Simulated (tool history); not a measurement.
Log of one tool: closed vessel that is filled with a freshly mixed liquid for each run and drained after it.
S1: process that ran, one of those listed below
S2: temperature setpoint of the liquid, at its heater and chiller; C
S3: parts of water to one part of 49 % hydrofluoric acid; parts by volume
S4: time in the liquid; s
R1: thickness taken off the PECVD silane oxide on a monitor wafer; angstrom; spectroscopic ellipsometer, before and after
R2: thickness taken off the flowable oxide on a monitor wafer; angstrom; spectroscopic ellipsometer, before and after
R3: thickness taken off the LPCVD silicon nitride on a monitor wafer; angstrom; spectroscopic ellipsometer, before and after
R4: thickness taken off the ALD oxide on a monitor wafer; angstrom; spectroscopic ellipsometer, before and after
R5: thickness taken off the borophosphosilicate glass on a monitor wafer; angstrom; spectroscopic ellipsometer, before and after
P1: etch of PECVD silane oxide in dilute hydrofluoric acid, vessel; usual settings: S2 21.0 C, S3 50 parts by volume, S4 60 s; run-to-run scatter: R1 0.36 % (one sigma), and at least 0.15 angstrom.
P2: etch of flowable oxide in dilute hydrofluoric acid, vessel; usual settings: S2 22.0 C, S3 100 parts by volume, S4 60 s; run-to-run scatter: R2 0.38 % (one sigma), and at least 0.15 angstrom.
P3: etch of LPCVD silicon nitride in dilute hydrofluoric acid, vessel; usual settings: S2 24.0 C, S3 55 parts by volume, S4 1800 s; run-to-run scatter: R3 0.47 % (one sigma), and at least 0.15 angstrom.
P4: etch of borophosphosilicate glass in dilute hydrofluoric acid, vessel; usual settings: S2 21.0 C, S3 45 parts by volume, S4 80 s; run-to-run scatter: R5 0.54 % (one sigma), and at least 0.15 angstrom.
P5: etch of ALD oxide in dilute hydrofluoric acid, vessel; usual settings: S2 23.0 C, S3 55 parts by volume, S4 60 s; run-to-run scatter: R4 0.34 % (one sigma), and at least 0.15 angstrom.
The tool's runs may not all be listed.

run,hour,S1,S2,S3,S4,R1,R2,R3,R4,R5
1,3.2,P1,21.0,50,60,254.440,,,,
2,6.3,P1,21.0,80,60,152.970,,,,
3,8.4,P1,21.0,50,60,255.860,,,,
4,10.9,P1,29.0,50,60,354.250,,,,
5,14.4,P2,22.0,100,60,,193.48,,,
6,16.8,P1,21.0,20,60,660.410,,,,
7,21.8,P1,21.0,50,60,256.030,,,,
8,24.9,P1,21.0,50,60,253.090,,,,
9,27.3,P3,24.0,100,1800,,,84.539,,
10,30.1,P1,28.0,25,60,706.700,,,,
11,33.6,P5,23.0,55,60,,,,271.62,
12,36.9,P1,21.0,50,60,255.330,,,,
13,40.7,P3,17.5,55,1800,,,97.941,,
14,43.7,P1,21.0,50,30,126.480,,,,
15,46.1,P2,18.0,100,60,,162.78,,,
16,49.4,P1,21.0,85,30,72.301,,,,
17,53.0,P1,21.0,50,60,253.480,,,,
18,55.7,P5,28.0,55,60,,,,330.87,
19,60.5,P3,24.0,55,3075,,,260.740,,
20,65.4,P5,23.0,35,60,,,,435.04,
21,68.7,P1,21.0,50,60,252.790,,,,
22,71.0,P3,24.0,55,1800,,,153.520,,
23,73.2,P5,23.0,55,30,,,,135.75,
24,77.1,P1,17.0,50,60,213.770,,,,
25,80.2,P4,17.0,45,80,,,,,390.72
26,85.2,P4,21.0,20,80,,,,,1070.60
27,88.5,P1,21.0,50,85,361.970,,,,
28,92.4,P1,17.0,75,60,139.730,,,,
29,97.2,P4,21.0,45,30,,,,,174.51
30,101.7,P3,24.0,55,1800,,,153.070,,
31,104.1,P2,22.0,100,35,,112.16,,,
32,108.7,P4,21.0,45,80,,,,,468.61
33,113.1,P2,22.0,45,60,,457.01,,,
34,116.1,P1,21.0,50,60,254.870,,,,
35,118.9,P1,21.0,50,60,261.200,,,,
36,122.0,P1,21.0,50,60,265.110,,,,
37,125.6,P1,21.0,50,60,269.190,,,,
38,129.6,P1,21.0,50,60,272.160,,,,
39,131.9,P1,21.0,50,60,269.460,,,,
40,136.6,P1,21.0,50,60,270.100,,,,
41,141.0,P1,21.0,50,60,272.280,,,,

What P1 gives has crept away from where it was. These 2 causes fit the log equally well, each at the size given:
A: liquid hotter than its thermometer reads (K) = 1.57
B: hydrofluoric acid flow above the setpoint (%) = 6.39
The creep began at about hour 116.1.

4 check runs are offered, one wafer each, their results left as question marks. Which one tells the causes apart?
check 1,145.4,P2,22.0,100,60,,?,,,
check 2,145.4,P3,24.0,55,1800,,,?,,
check 3,145.4,P5,23.0,55,60,,,,?,
check 4,145.4,P4,21.0,45,80,,,,,?

What each check would give under each cause:
check,result,if A,if B
check 1,R2,204.95,206.22
check 2,R3,170.360,162.970
check 3,R4,288.76,289.24
check 4,R5,495.80,495.42
How far apart the two closest causes lie, in the result that separates them most: check 1 0.62 %; check 2 4.44 %; check 3 0.17 %; check 4 0.08 %
Only check 2 tells the causes apart: in the others they would give nearly the same result.

Check 2 was then run and gave: R3 163.190 angstrom. Which cause is it?

It is B: hydrofluoric acid flow above the setpoint (%).

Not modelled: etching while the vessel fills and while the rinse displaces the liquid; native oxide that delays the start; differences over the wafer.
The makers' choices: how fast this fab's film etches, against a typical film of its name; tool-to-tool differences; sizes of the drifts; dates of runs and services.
